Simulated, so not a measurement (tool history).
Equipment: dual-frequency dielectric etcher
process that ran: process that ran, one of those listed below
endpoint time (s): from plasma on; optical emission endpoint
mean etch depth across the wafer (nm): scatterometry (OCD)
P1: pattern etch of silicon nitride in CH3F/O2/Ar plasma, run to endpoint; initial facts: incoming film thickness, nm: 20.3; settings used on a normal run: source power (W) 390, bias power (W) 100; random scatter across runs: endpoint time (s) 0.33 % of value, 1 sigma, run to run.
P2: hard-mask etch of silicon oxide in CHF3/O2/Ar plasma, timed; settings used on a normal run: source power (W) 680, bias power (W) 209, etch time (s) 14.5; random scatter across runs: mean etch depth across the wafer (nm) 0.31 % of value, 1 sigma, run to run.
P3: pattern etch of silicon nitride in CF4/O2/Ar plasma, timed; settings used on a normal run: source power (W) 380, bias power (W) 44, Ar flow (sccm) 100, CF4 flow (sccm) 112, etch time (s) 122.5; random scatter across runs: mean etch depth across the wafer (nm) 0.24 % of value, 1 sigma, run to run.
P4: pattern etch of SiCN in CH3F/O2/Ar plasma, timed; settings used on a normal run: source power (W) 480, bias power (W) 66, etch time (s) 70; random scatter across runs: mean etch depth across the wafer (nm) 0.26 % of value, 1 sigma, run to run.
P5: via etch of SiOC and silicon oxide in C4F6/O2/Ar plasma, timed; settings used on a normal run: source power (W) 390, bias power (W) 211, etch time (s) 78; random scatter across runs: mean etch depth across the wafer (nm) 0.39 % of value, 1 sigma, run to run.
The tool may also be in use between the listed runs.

| run | day | process that ran | source power (W) | bias power (W) | Ar flow (sccm) | CF4 flow (sccm) | etch time (s) | hours since the last wet clean | hours since the last source power generator calibration | hours since the last bias power generator calibration | endpoint time (s) | mean etch depth across the wafer (nm) |
|---|---|---|---|---|---|---|---|---|---|---|---|---|
| 1 | 0.171 | P1 | 390 | 100 |  |  |  | 257.7 | 1909.1 | 946 | 26.724 |  |
| 2 | 0.354 | P3 | 380 | 35 | 100 | 112 | 122.5 | 262.1 | 1913.5 | 950.4 |  | 168.56 |
| 3 | 0.517 | P1 | 390 | 100 |  |  |  | 266 | 1917.4 | 954.3 | 26.683 |  |
| 4 | 0.85 | P3 | 380 | 44 | 100 | 112 | 122.5 | 274 | 1925.4 | 962.3 |  | 183.75 |
| 5 | 1.142 | P2 | 680 | 209 |  |  | 21.5 | 281 | 1932.4 | 969.3 |  | 46.329 |
| 6 | 1.354 | P5 | 390 | 211 |  |  | 78 | 286.1 | 1937.5 | 974.4 |  | 94.692 |
| 7 | 1.538 | P1 | 490 | 100 |  |  |  | 290.5 | 1941.9 | 978.8 | 24.455 |  |
| 8 | 1.871 | P4 | 480 | 66 |  |  | 70 | 298.5 | 1949.9 | 986.8 |  | 27.037 |
| 9 | 2.062 | P5 | 390 | 286 |  |  | 78 | 303.1 | 1954.5 | 991.4 |  | 104.48 |
| 10 | 2.346 | P1 | 460 | 127 |  |  |  | 309.9 | 1961.3 | 998.2 | 22.932 |  |
| 11 | 2.533 | P4 | 480 | 88 |  |  | 70 | 314.4 | 1965.8 | 1002.7 |  | 30.021 |
| 12 | 2.775 | P1 | 390 | 100 |  |  |  | 320.2 | 1971.6 | 1008.5 | 26.652 |  |
| 13 | 3.1 | P1 | 390 | 100 |  |  |  | 328 | 1979.4 | 1016.3 | 26.712 |  |
| 14 | 3.254 | P1 | 390 | 78 |  |  |  | 331.7 | 1983.1 | 1020 | 29.174 |  |
| 15 | 3.442 | P2 | 680 | 268 |  |  | 14.5 | 336.2 | 1987.6 | 1024.5 |  | 33.944 |
| 16 | 3.771 | P2 | 680 | 209 |  |  | 14.5 | 344.1 | 1995.5 | 1032.4 |  | 31.198 |
| 17 | 4.062 | P1 | 390 | 100 |  |  |  | 351.1 | 2002.5 | 1039.4 | 26.509 |  |
| 18 | 4.35 | P4 | 480 | 66 |  |  | 44 | 358 | 2009.4 | 1046.3 |  | 16.989 |
| 19 | 4.525 | P3 | 380 | 44 | 67 | 112 | 122.5 | 362.2 | 2013.6 | 1050.5 |  | 191.98 |

What does the tool deliver on the next run?
| 20 | 4.733 | P3 | 380 | 44 | 100 | 71 | 122.5 | 367.2 | 2018.6 | 1055.5 |  | ? |

{"run 20": {"mean etch depth across the wafer (nm)": 173.64}}

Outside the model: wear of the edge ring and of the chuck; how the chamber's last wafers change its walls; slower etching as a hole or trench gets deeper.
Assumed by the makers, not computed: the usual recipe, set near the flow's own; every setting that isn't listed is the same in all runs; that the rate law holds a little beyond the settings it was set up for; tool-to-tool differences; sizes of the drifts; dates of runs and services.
